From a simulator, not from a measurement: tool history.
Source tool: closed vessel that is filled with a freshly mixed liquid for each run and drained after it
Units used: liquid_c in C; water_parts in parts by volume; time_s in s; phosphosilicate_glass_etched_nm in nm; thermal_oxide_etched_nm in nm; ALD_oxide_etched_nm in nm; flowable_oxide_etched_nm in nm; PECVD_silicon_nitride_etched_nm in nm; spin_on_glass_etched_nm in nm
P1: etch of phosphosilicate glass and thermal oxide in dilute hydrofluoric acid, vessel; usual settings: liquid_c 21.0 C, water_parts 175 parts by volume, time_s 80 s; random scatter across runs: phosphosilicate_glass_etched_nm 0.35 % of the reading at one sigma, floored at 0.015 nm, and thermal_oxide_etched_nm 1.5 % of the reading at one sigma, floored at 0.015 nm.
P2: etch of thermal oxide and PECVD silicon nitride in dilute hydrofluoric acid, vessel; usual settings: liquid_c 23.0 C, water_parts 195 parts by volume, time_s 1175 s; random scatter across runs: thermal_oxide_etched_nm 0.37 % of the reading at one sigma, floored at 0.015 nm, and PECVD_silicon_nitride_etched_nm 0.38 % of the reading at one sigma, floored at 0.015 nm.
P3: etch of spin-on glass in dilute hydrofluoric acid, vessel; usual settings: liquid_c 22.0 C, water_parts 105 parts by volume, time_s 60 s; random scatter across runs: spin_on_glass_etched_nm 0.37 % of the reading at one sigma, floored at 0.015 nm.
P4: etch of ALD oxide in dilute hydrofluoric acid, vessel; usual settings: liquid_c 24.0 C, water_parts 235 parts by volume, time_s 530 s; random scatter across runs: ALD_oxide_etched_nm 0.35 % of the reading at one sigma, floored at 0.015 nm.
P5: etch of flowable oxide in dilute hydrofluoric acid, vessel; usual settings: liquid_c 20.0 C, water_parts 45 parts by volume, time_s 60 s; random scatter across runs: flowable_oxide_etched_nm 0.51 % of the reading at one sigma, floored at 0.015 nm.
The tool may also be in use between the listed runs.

run,day,process,liquid_c,water_parts,time_s,hours since the thermometer was replaced,hours since the hydrofluoric acid flow meter was replaced,phosphosilicate_glass_etched_nm,thermal_oxide_etched_nm,ALD_oxide_etched_nm,flowable_oxide_etched_nm,PECVD_silicon_nitride_etched_nm,spin_on_glass_etched_nm
1,0.296,P1,21.0,175,80,319.1,821.3,35.3050,1.82160,,,,
2,0.550,P4,24.0,120,530,325.2,827.4,,,95.514,,,
3,0.858,P5,20.0,75,60,332.6,834.8,,,,14.562,,
4,1.033,P1,21.0,300,40,336.8,839.0,9.0475,0.43743,,,,
5,1.358,P1,21.0,175,155,344.6,846.8,67.9440,3.43150,,,,
6,1.529,P1,26.0,175,80,348.7,850.9,42.4850,2.18260,,,,
7,1.871,P2,23.0,195,380,356.9,859.1,,8.27470,,,3.9494,
8,2.225,P2,23.0,320,1175,365.4,867.6,,13.82500,,,7.4878,
9,2.417,P1,17.5,175,30,370.0,872.2,11.4020,0.59195,,,,
10,2.600,P3,22.0,50,60,374.4,876.6,,,,,,35.2280
11,2.962,P1,17.5,285,80,383.1,885.3,17.0200,0.82845,,,,
12,3.121,P1,21.0,285,80,386.9,889.1,19.3790,1.01300,,,,
13,3.292,P2,23.0,195,1175,391.0,893.2,,25.72500,,,12.2640,
14,3.562,P2,31.5,195,1175,397.5,899.7,,34.77600,,,20.5540,
15,3.821,P1,21.0,175,80,403.7,905.9,35.2670,1.82790,,,,
16,3.988,P1,21.0,175,80,407.7,909.9,35.1790,1.77750,,,,
17,4.217,P3,22.0,105,30,413.2,915.4,,,,,,7.7774
# day 4.404: hydrofluoric acid flow meter replaced
18,4.408,P5,28.0,45,60,417.8,0.1,,,,35.502,,
19,4.667,P3,22.0,105,60,424.0,6.3,,,,,,15.5630
20,4.929,P5,20.0,45,30,430.3,12.6,,,,12.591,,
21,5.242,P2,23.0,195,1175,437.8,20.1,,25.69100,,,12.2850,
22,5.567,P5,20.0,45,60,445.6,27.9,,,,25.257,,
23,5.750,P1,21.0,175,80,450.0,32.3,35.2090,1.80540,,,,
24,6.071,P4,24.0,235,145,457.7,40.0,,,11.785,,,
25,6.250,P5,20.0,45,60,462.0,44.3,,,,25.322,,
26,6.517,P1,21.0,175,80,468.4,50.7,34.9140,1.76560,,,,
27,6.733,P4,18.0,235,530,473.6,55.9,,,34.491,,,
28,7.054,P3,17.0,105,60,481.3,63.6,,,,,,12.7690
29,7.300,P1,17.0,175,80,487.2,69.5,29.9890,1.55360,,,,
30,7.558,P1,21.0,175,30,493.4,75.7,13.1880,0.67668,,,,
31,7.838,P1,21.0,90,80,500.1,82.4,75.0960,3.96330,,,,
32,8.188,P3,22.0,105,60,508.5,90.8,,,,,,15.6520
33,8.533,P4,24.0,235,530,516.8,99.1,,,43.094,,,
34,8.708,P1,21.0,175,80,521.0,103.3,35.2410,1.77250,,,,
35,9.017,P1,21.0,175,80,528.4,110.7,36.1290,1.87010,,,,
36,9.204,P1,21.0,175,80,532.9,115.2,36.5480,1.84580,,,,
37,9.358,P1,21.0,175,80,536.6,118.9,36.8110,1.85650,,,,
38,9.579,P1,21.0,175,80,541.9,124.2,36.9740,1.83650,,,,
39,9.825,P1,21.0,175,80,547.8,130.1,37.1700,1.86250,,,,
40,10.142,P1,21.0,175,80,555.4,137.7,37.1310,1.89450,,,,
41,10.467,P1,21.0,175,80,563.2,145.5,37.4150,1.94740,,,,
42,10.758,P1,21.0,175,80,570.2,152.5,37.5090,1.90050,,,,
43,11.021,P1,21.0,175,80,576.5,158.8,37.1680,1.90820,,,,

The output of P1 has drifted from where it used to be. Each of the 2 causes below, taken at the size shown beside it, accounts for the log equally well:
A: hydrofluoric acid flow above the setpoint (%) = 5.24
B: liquid hotter than its thermometer reads (K) = 1.57
The gradual shift began around day 8.708.

Which of the 4 check runs listed below separates the causes, so that each cause would produce a clearly different result? Each run uses one wafer, and its results are marked with question marks.
check 1,11.283,P2,30.5,195,1175,,,,?,,,?,
check 2,11.283,P4,19.0,165,530,,,,,?,,,
check 3,11.283,P3,17.0,105,60,,,,,,,,?
check 4,11.283,P5,20.0,70,30,,,,,,?,,

If the cause were each of the candidates in turn, the checks would give the following:
check,result,if A,if B
check 1,thermal_oxide_etched_nm,35.84600,35.50400
check 1,PECVD_silicon_nitride_etched_nm,20.4320,21.2830
check 2,ALD_oxide_etched_nm,57.987,58.144
check 3,spin_on_glass_etched_nm,13.5050,13.6280
check 4,flowable_oxide_etched_nm,8.2896,8.3738
Per check, the gap between the least separated pair of causes, taken in the result that splits them most: check 1 4.08 %; check 2 0.27 %; check 3 0.91 %; check 4 1.01 %
Of the check runs offered, only check 1 discriminates between the causes; the rest would read about the same regardless of which cause applies.

Check 1 was carried out, with these results: thermal_oxide_etched_nm 35.80900 nm; PECVD_silicon_nitride_etched_nm 20.4180 nm. Which of the listed causes is responsible?

It is A: hydrofluoric acid flow above the setpoint (%).

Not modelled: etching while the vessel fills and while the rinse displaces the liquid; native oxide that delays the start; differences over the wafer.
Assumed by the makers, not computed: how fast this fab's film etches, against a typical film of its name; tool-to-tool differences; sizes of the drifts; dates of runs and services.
